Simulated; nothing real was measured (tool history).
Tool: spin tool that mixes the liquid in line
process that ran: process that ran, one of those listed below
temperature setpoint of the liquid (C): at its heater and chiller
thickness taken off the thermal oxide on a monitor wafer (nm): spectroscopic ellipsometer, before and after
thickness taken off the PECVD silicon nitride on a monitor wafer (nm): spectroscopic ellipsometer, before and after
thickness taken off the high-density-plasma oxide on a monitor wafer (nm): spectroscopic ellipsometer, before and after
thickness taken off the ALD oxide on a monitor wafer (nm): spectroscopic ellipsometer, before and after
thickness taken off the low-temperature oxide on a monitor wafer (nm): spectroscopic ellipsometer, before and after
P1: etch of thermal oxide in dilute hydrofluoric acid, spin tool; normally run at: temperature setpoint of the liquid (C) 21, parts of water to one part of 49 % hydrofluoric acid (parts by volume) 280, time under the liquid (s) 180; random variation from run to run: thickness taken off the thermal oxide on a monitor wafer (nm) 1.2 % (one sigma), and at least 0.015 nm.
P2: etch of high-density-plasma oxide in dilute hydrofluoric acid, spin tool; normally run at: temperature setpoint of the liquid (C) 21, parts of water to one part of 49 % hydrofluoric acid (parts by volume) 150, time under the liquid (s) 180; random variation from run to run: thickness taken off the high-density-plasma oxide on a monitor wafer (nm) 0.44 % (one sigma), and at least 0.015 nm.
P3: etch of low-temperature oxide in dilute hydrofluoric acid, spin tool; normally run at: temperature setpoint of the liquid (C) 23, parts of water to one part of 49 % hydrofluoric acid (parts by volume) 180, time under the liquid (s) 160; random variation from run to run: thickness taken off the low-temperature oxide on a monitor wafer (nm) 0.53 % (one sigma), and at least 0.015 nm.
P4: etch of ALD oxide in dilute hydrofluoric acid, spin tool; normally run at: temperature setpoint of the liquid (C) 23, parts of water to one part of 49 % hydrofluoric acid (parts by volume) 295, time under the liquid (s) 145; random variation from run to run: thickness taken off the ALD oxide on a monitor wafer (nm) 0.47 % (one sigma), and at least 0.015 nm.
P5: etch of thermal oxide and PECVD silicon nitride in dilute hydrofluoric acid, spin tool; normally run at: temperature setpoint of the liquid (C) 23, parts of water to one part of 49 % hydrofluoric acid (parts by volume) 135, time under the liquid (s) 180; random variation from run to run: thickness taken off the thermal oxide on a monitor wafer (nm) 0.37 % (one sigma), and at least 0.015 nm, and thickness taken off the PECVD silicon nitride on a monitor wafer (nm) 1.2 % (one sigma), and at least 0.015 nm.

| run | hour | process that ran | temperature setpoint of the liquid (C) | parts of water to one part of 49 % hydrofluoric acid (parts by volume) | time under the liquid (s) | thickness taken off the thermal oxide on a monitor wafer (nm) | thickness taken off the PECVD silicon nitride on a monitor wafer (nm) | thickness taken off the high-density-plasma oxide on a monitor wafer (nm) | thickness taken off the ALD oxide on a monitor wafer (nm) | thickness taken off the low-temperature oxide on a monitor wafer (nm) |
|---|---|---|---|---|---|---|---|---|---|---|
| 1 | 11.5 | P1 | 21 | 280 | 180 | 2.2052 |  |  |  |  |
| 2 | 20.5 | P5 | 23 | 75 | 180 | 11.342 | 3.945 |  |  |  |
| 3 | 29.9 | P2 | 17 | 150 | 180 |  |  | 5.345 |  |  |
| 4 | 38.9 | P1 | 21 | 280 | 180 | 2.186 |  |  |  |  |
| 5 | 49.2 | P1 | 21 | 280 | 65 | 0.82446 |  |  |  |  |
| 6 | 55.7 | P2 | 21 | 150 | 180 |  |  | 6.2378 |  |  |
| 7 | 65.2 | P2 | 21 | 150 | 85 |  |  | 2.9738 |  |  |
| 8 | 73.8 | P5 | 23 | 135 | 180 | 5.8676 | 2.1733 |  |  |  |
| 9 | 80 | P4 | 17 | 295 | 145 |  |  |  | 5.2982 |  |
| 10 | 85.8 | P1 | 26.5 | 280 | 180 | 2.6924 |  |  |  |  |
| 11 | 94.4 | P1 | 21 | 280 | 180 | 2.1975 |  |  |  |  |
|  | 100 | hydrofluoric acid flow meter replaced |
| 12 | 105.8 | P1 | 21 | 440 | 180 | 1.2357 |  |  |  |  |
| 13 | 118.3 | P1 | 17 | 420 | 180 | 1.1522 |  |  |  |  |
| 14 | 125.5 | P5 | 23 | 135 | 35 | 1.1624 | 0.43976 |  |  |  |
| 15 | 133.7 | P4 | 23 | 160 | 145 |  |  |  | 14.252 |  |
| 16 | 142.3 | P1 | 17 | 280 | 180 | 1.832 |  |  |  |  |
| 17 | 150.2 | P1 | 21 | 280 | 180 | 2.2473 |  |  |  |  |
| 18 | 162.8 | P1 | 21 | 280 | 180 | 2.2476 |  |  |  |  |
| 19 | 169.6 | P2 | 21 | 275 | 180 |  |  | 3.0574 |  |  |
| 20 | 178.9 | P1 | 21 | 105 | 180 | 7.076 |  |  |  |  |
| 21 | 184.5 | P2 | 21 | 150 | 180 |  |  | 6.2777 |  |  |
| 22 | 194.6 | P3 | 23 | 180 | 160 |  |  |  |  | 12.903 |
| 23 | 204.8 | P5 | 18 | 135 | 180 | 4.7997 | 1.5627 |  |  |  |
| 24 | 212.7 | P3 | 23 | 180 | 15 |  |  |  |  | 1.2047 |
| 25 | 222.9 | P1 | 21 | 280 | 180 | 2.188 |  |  |  |  |
| 26 | 234.1 | P3 | 23 | 265 | 160 |  |  |  |  | 8.1437 |
| 27 | 240.5 | P4 | 23 | 295 | 45 |  |  |  | 2.0615 |  |
| 28 | 246.7 | P1 | 21 | 280 | 260 | 3.1581 |  |  |  |  |
| 29 | 257.7 | P3 | 18 | 180 | 160 |  |  |  |  | 10.628 |
| 30 | 269 | P4 | 23 | 295 | 145 |  |  |  | 6.6587 |  |
| 31 | 278.3 | P1 | 21 | 280 | 180 | 2.1735 |  |  |  |  |
| 32 | 290.3 | P1 | 21 | 280 | 180 | 2.301 |  |  |  |  |
| 33 | 296.4 | P1 | 21 | 280 | 180 | 2.3101 |  |  |  |  |
| 34 | 302.6 | P1 | 21 | 280 | 180 | 2.3492 |  |  |  |  |
| 35 | 314.7 | P1 | 21 | 280 | 180 | 2.3402 |  |  |  |  |
| 36 | 320.7 | P1 | 21 | 280 | 180 | 2.3675 |  |  |  |  |
| 37 | 329.2 | P1 | 21 | 280 | 180 | 2.3876 |  |  |  |  |

What P1 gives has crept away from where it was. These 2 causes fit the log equally well, each at the size given:
A: hydrofluoric acid flow above the setpoint (%) = 5.84
B: liquid hotter than its thermometer reads (K) = 1.98
The creep began at about hour 278.3.

4 check runs are offered, each on 5 wafers whose results are averaged, their results left as question marks. Which one tells the causes apart?
| check 1 | 337.7 | P2 | 17 | 265 | 180 |  |  | ? |  |  |
| check 2 | 337.7 | P5 | 20 | 135 | 90 | ? | ? |  |  |  |
| check 3 | 337.7 | P4 | 17.5 | 295 | 145 |  |  |  | ? |  |
| check 4 | 337.7 | P3 | 23 | 180 | 15 |  |  |  |  | ? |

What each check would give under each cause:
| check | result | if A | if B |
|---|---|---|---|
| check 1 | thickness taken off the high-density-plasma oxide on a monitor wafer (nm) | 2.9324 | 2.9502 |
| check 2 | thickness taken off the thermal oxide on a monitor wafer (nm) | 2.7731 | 2.8124 |
| check 2 | thickness taken off the PECVD silicon nitride on a monitor wafer (nm) | 0.94476 | 1.0199 |
| check 3 | thickness taken off the ALD oxide on a monitor wafer (nm) | 5.8822 | 5.9008 |
| check 4 | thickness taken off the low-temperature oxide on a monitor wafer (nm) | 1.2941 | 1.3028 |
How far apart the two closest causes lie, in the result that separates them most: check 1 0.6 %; check 2 7.65 %; check 3 0.32 %; check 4 0.67 %
Only check 2 tells the causes apart: in the others they would give nearly the same result.

Then check 2 was run and gave: thickness taken off the thermal oxide on a monitor wafer (nm) 2.773; thickness taken off the PECVD silicon nitride on a monitor wafer (nm) 0.93649. Which cause is it?

It is A: hydrofluoric acid flow above the setpoint (%).
